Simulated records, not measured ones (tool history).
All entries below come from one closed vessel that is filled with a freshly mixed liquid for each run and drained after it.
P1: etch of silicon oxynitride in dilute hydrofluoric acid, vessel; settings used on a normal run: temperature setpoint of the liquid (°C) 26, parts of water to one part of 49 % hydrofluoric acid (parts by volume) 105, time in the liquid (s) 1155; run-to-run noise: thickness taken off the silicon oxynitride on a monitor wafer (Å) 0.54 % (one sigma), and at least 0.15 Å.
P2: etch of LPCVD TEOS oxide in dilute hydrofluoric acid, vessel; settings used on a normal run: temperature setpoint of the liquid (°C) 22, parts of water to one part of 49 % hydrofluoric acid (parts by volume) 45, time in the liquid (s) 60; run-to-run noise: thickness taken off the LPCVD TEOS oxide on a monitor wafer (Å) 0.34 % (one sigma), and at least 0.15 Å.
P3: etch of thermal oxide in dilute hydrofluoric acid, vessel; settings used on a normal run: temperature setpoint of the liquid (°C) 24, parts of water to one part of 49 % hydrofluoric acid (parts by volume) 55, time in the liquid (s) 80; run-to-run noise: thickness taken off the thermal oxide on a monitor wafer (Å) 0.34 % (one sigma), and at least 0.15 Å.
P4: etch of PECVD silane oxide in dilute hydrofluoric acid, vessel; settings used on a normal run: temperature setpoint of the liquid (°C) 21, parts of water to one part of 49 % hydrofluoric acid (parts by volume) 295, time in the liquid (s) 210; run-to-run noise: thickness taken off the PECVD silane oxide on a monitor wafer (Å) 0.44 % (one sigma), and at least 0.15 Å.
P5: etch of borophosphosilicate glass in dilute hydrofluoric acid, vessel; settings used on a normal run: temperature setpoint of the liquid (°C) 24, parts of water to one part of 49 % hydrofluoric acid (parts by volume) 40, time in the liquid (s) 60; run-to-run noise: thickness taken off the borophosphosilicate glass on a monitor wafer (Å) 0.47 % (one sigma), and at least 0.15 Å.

run    day  process that ran  temperature setpoint of the liquid (°C)  parts of water to one part of 49 % hydrofluoric acid (parts by volume)  time in the liquid (s)  hours since the thermometer was replaced  hours since the hydrofluoric acid flow meter was replaced  thickness taken off the silicon oxynitride on a monitor wafer (Å)  thickness taken off the PECVD silane oxide on a monitor wafer (Å)  thickness taken off the thermal oxide on a monitor wafer (Å)  thickness taken off the borophosphosilicate glass on a monitor wafer (Å)  thickness taken off the LPCVD TEOS oxide on a monitor wafer (Å)
  1  0.129                P1                                       26                                                                     105                    1155                                     179.4                                                      223.5                                                             590.33
  2  0.317                P1                                     20.5                                                                      25                    1155                                     183.9                                                        228                                                             2022.7
  3  0.429                P4                                       21                                                                     295                     310                                     186.6                                                      230.7                                                                                                                                130.84
  4  0.554                P1                                     30.5                                                                     105                    1155                                     189.6                                                      233.7                                                             723.28
  5  0.658                P1                                     32.5                                                                     105                    2190                                     192.1                                                      236.2                                                             1496.2
  6  0.771                P1                                       26                                                                      25                    1155                                     194.8                                                      238.9                                                               2670
  7  0.921                P1                                       26                                                                     105                    1155                                     198.4                                                      242.5                                                             589.14
  8  1.021                P1                                       26                                                                     105                     190                                     200.8                                                      244.9                                                             97.842
  9  1.162                P3                                       24                                                                      95                      80                                     204.2                                                      248.3                                                                                                                                                                                               40.13
 10  1.362                P4                                       21                                                                     295                     210                                       209                                                      253.1                                                                                                                                88.434
 11  1.562                P5                                       24                                                                      40                      60                                     213.8                                                      257.9                                                                                                                                                                                                                                                                        524.54
 12  1.696                P1                                       26                                                                     155                    1155                                       217                                                      261.1                                                             386.28
 13  1.829                P4                                       29                                                                     295                     210                                     220.2                                                      264.3                                                                                                                                116.96
 14  2.004                P1                                     20.5                                                                     105                    1155                                     224.4                                                      268.5                                                             459.56
 15   2.15                P3                                       24                                                                      55                      80                                     227.9                                                        272                                                                                                                                                                                              73.052
 16  2.246                P2                                       22                                                                      45                      60                                     230.2                                                      274.3                                                                                                                                                                                                                                                                                                                                         436.86
 17  2.396                P3                                     17.5                                                                      55                      80                                     233.8                                                      277.9                                                                                                                                                                                              55.402
 18  2.533                P1                                       21                                                                     140                    1155                                     237.1                                                      281.2                                                             340.34
 19  2.638                P2                                       22                                                                      20                      60                                     239.6                                                      283.7                                                                                                                                                                                                                                                                                                                                         1016.8
 20  2.767                P1                                       26                                                                     105                    1155                                     242.7                                                      286.8                                                             591.23
 21  2.867                P5                                       24                                                                      20                      60                                     245.1                                                      289.2                                                                                                                                                                                                                                                                        1078.5
 22  2.983                P2                                     26.5                                                                      45                      60                                     247.9                                                        292                                                                                                                                                                                                                                                                                                                                         527.87
 23  3.104                P5                                       24                                                                      40                      30                                     250.8                                                      294.9                                                                                                                                                                                                                                                                        261.73
 24  3.229                P1                                       26                                                                     105                    1155                                     253.8                                                      297.9                                                             591.61
 25  3.383                P5                                     17.5                                                                      40                      60                                     257.5                                                      301.6                                                                                                                                                                                                                                                                        400.48
 26  3.567                P2                                       22                                                                      45                      30                                     261.9                                                        306                                                                                                                                                                                                                                                                                                                                         218.62
 27  3.771                P1                                       26                                                                     105                    2100                                     266.8                                                      310.9                                                             1079.2
 28  3.879                P2                                       22                                                                      45                      60                                     269.4                                                      313.5                                                                                                                                                                                                                                                                                                                                         436.07
 29  4.062                P1                                       26                                                                     105                    1155                                     273.8                                                      317.9                                                             593.66
 30  4.154                P3                                       24                                                                      55                      35                                       276                                                      320.1                                                                                                                                                                                              31.946
 31  4.329                P4                                       21                                                                     525                     210                                     280.2                                                      324.3                                                                                                                                41.177
 32  4.525                P1                                       26                                                                     105                    1155                                     284.9                                                        329                                                             589.04
 33  4.692                P1                                       26                                                                     105                    1155                                     288.9                                                        333                                                             575.19
 34  4.858                P1                                       26                                                                     105                    1155                                     292.9                                                        337                                                             559.46
 35   4.95                P1                                       26                                                                     105                    1155                                     295.1                                                      339.2                                                             557.44
 36  5.062                P1                                       26                                                                     105                    1155                                     297.8                                                      341.9                                                             553.39
 37  5.242                P1                                       26                                                                     105                    1155                                     302.1                                                      346.2                                                             550.87
 38  5.417                P1                                       26                                                                     105                    1155                                     306.3                                                      350.4                                                             553.86
 39  5.575                P1                                       26                                                                     105                    1155                                     310.1                                                      354.2                                                             549.55
 40  5.783                P1                                       26                                                                     105                    1155                                     315.1                                                      359.2                                                             545.38
 41  5.983                P1                                       26                                                                     105                    1155                                     319.9                                                        364                                                             546.03

Something has made what P1 gives creep away from where it was; the 2 causes below, each at its own stated size, fit the log equally well:
A: liquid colder than its thermometer reads (K) = 1.68
B: hydrofluoric acid flow below the setpoint (%) = 6.89
The process output started creeping at around day 4.525.

Consider the 4 single-wafer check runs listed below, results given as question marks: which one distinguishes between the causes by giving clearly different results for each?
check 1  6.183                P5                                       24                                                                      20                      30                                                                                                                                                                                                                                                                                                                                                                                  ?
check 2  6.183                P2                                       22                                                                      30                      60                                                                                                                                                                                                                                                                                                                                                                                                                                                   ?
check 3  6.183                P4                                       28                                                                     295                     310                                                                                                                                                                                                                                          ?
check 4  6.183                P3                                     18.5                                                                      55                      80                                                                                                                                                                                                                                                                                                        ?

Check results expected under each cause:
  check                                                                    result    if A    if B
check 1  thickness taken off the borophosphosilicate glass on a monitor wafer (Å)  504.16  503.13
check 2           thickness taken off the LPCVD TEOS oxide on a monitor wafer (Å)  623.38  621.87
check 3         thickness taken off the PECVD silane oxide on a monitor wafer (Å)  157.64  151.75
check 4              thickness taken off the thermal oxide on a monitor wafer (Å)  53.802  53.607
Per-check spread between the two closest causes, in the result where they differ most: check 1 0.2 %; check 2 0.24 %; check 3 3.81 %; check 4 0.36 %
Of the check runs offered, only check 3 discriminates between the causes; the rest would read about the same regardless of which cause applies.

Then check 3 was run and gave: thickness taken off the PECVD silane oxide on a monitor wafer (Å) 151.23. Which cause is it?

B is the cause: hydrofluoric acid flow below the setpoint (%).
